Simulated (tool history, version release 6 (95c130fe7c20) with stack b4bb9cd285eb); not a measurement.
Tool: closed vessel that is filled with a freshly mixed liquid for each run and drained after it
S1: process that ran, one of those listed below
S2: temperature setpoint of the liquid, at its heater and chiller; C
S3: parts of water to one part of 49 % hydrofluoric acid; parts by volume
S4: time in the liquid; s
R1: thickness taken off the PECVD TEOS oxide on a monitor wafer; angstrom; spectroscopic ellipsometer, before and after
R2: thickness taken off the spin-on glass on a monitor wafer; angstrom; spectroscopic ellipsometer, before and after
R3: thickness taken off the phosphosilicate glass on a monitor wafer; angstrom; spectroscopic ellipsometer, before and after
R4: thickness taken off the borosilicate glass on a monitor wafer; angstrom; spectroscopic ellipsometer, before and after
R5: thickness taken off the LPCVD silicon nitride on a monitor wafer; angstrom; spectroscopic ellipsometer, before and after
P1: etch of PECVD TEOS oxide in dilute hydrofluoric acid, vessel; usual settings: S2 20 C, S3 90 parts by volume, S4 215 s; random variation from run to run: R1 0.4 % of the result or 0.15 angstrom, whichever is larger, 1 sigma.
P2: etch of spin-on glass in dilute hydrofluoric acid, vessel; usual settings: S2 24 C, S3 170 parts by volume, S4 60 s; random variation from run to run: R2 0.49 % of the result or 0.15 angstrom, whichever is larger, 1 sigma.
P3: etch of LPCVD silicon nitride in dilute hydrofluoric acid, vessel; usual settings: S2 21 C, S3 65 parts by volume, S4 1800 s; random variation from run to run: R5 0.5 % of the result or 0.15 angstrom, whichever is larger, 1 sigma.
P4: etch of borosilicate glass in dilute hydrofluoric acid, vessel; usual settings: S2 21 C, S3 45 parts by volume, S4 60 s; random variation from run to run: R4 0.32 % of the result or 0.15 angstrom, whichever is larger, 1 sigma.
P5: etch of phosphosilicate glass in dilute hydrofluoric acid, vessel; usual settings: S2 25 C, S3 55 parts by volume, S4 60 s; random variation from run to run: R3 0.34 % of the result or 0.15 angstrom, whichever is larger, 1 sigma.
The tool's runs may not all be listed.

run	hour	S1	S2	S3	S4	R1	R2	R3	R4	R5
1	10.5	P1	20	90	215	369.87				
2	21.9	P1	20	90	345	590.69				
3	32.3	P1	20	90	215	371.67				
4	45.7	P1	20	90	30	51.207				
5	55.7	P2	24	170	30		61.834			
6	63.4	P5	25	55	30			835.03		
7	76.7	P2	24	170	60		123.94			
8	90	P1	20	20	215	1803.9				
9	97	P5	25	100	60			867.57		
10	103.7	P4	21	45	60				436.17	
11	112.3	P2	31.5	170	60		162.33			
12	123.5	P1	25.5	45	215	976.63				
13	132.1	P4	21	45	110				792.27	
14	144.3	P1	25.5	90	215	463.89				
# hour 148.2: thermometer replaced
15	150.9	P1	17	90	215	326.01				
16	161.1	P1	20	90	215	369.11				
17	172	P3	21	110	1800					67.476
18	178.1	P3	17.5	65	1800					86.826
19	188.1	P2	24	60	60		399.71			
20	198.7	P5	25	55	60			1679.9		
21	211.4	P3	21	65	2635					164.06
22	222.1	P1	20	90	215	368.45				
23	230.2	P1	20	90	215	367.67				
24	243.1	P3	21	65	1800					112.86
25	249.9	P1	20	125	215	255.43				
26	263.6	P4	21	65	60				294.01	
27	274.9	P4	17	45	60				364.01	
28	285	P1	20	150	80	77.276				
29	295.1	P1	17	90	30	45.308				
30	301.4	P2	24	170	60		122.78			
31	315.1	P5	20.5	55	60			1383.2		
32	327.1	P1	20	90	215	370.42				
33	335.1	P1	20	90	215	362.76				
34	346.3	P1	20	90	215	355.96				
35	358.7	P1	20	90	215	351.43				
36	366.4	P1	20	90	215	349.87				
37	378.7	P1	20	90	215	347.68				
38	392.1	P1	20	90	215	346.73				
39	401	P1	20	90	215	343.57				
40	412.4	P1	20	90	215	342.66				
41	422.6	P1	20	90	215	342				

What P1 gives has crept away from where it was. These 2 causes fit the log equally well, each at the size given:
A: hydrofluoric acid flow below the setpoint (%) = 6.04
B: liquid colder than its thermometer reads (K) = 1.66
The creep began at about hour 327.1.

4 check runs are offered, one wafer each, their results left as question marks. Which one tells the causes apart?
check 1	432.8	P5	25	55	60			?		
check 2	432.8	P4	21	45	60				?	
check 3	432.8	P3	21	65	1800					?
check 4	432.8	P2	24	170	60		?			

What each check would give under each cause:
check	result	if A	if B
check 1	R3	1565.9	1564.7
check 2	R4	405.05	403.09
check 3	R5	105.17	99.689
check 4	R2	114.27	115.57
How far apart the two closest causes lie, in the result that separates them most: check 1 0.08 %; check 2 0.48 %; check 3 5.36 %; check 4 1.13 %
Only check 3 tells the causes apart: in the others they would give nearly the same result.

Then check 3 was run and gave: R5 100.47 angstrom. Which cause is it?

It is B: liquid colder than its thermometer reads (K).
